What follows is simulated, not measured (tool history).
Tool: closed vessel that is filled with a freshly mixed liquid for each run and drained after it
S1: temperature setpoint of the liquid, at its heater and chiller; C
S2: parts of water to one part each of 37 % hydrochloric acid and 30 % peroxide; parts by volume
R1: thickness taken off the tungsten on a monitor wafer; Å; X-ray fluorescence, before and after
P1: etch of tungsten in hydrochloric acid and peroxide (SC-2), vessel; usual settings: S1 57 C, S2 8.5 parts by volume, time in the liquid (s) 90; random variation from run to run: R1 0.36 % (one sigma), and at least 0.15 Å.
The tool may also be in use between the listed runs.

{"run": 1, "day": 0.425, "S1": 57, "S2": 8.5, "time in the liquid (s)": 90, "R1": 512.44}
{"run": 2, "day": 1.033, "S1": 72, "S2": 8.5, "time in the liquid (s)": 90, "R1": 1291.4}
{"run": 3, "day": 1.338, "S1": 57, "S2": 8.5, "time in the liquid (s)": 90, "R1": 512.97}
{"run": 4, "day": 1.633, "S1": 57, "S2": 8.5, "time in the liquid (s)": 160, "R1": 906.6}
{"day": 1.679, "done": "new drum of peroxide connected"}
{"run": 5, "day": 2.104, "S1": 57, "S2": 8.5, "time in the liquid (s)": 90, "R1": 511.57}
{"run": 6, "day": 2.383, "S1": 70, "S2": 12, "time in the liquid (s)": 90, "R1": 860.77}
{"run": 7, "day": 2.817, "S1": 41, "S2": 8.5, "time in the liquid (s)": 90, "R1": 175.91}
{"run": 8, "day": 3.3, "S1": 57, "S2": 5, "time in the liquid (s)": 170, "R1": 1458.6}
{"run": 9, "day": 3.892, "S1": 57, "S2": 8.5, "time in the liquid (s)": 30, "R1": 170.47}
{"run": 10, "day": 4.179, "S1": 45, "S2": 13, "time in the liquid (s)": 90, "R1": 161.26}
{"run": 11, "day": 4.742, "S1": 57, "S2": 8.5, "time in the liquid (s)": 90, "R1": 511.9}
{"run": 12, "day": 5.121, "S1": 57, "S2": 13.5, "time in the liquid (s)": 90, "R1": 347.64}
{"run": 13, "day": 5.55, "S1": 57, "S2": 4, "time in the liquid (s)": 90, "R1": 895.82}
{"run": 14, "day": 6.067, "S1": 57, "S2": 8.5, "time in the liquid (s)": 90, "R1": 510.64}
{"run": 15, "day": 6.542, "S1": 57, "S2": 8.5, "time in the liquid (s)": 90, "R1": 496.7}
{"run": 16, "day": 7.138, "S1": 57, "S2": 8.5, "time in the liquid (s)": 90, "R1": 487.7}
{"run": 17, "day": 7.421, "S1": 57, "S2": 8.5, "time in the liquid (s)": 90, "R1": 483.01}
{"day": 7.629, "done": "new drum of peroxide connected"}
{"run": 18, "day": 7.979, "S1": 57, "S2": 8.5, "time in the liquid (s)": 90, "R1": 480.63}
{"run": 19, "day": 8.538, "S1": 57, "S2": 8.5, "time in the liquid (s)": 90, "R1": 479.6}
{"run": 20, "day": 8.962, "S1": 57, "S2": 8.5, "time in the liquid (s)": 90, "R1": 476.62}
{"run": 21, "day": 9.317, "S1": 57, "S2": 8.5, "time in the liquid (s)": 90, "R1": 475.78}

The next listed run, before its measurement:
{"run": 22, "day": 9.658, "S1": 57, "S2": 8.5, "time in the liquid (s)": 90, "R1": "?"}

Run 22 gave R1 475 Å.
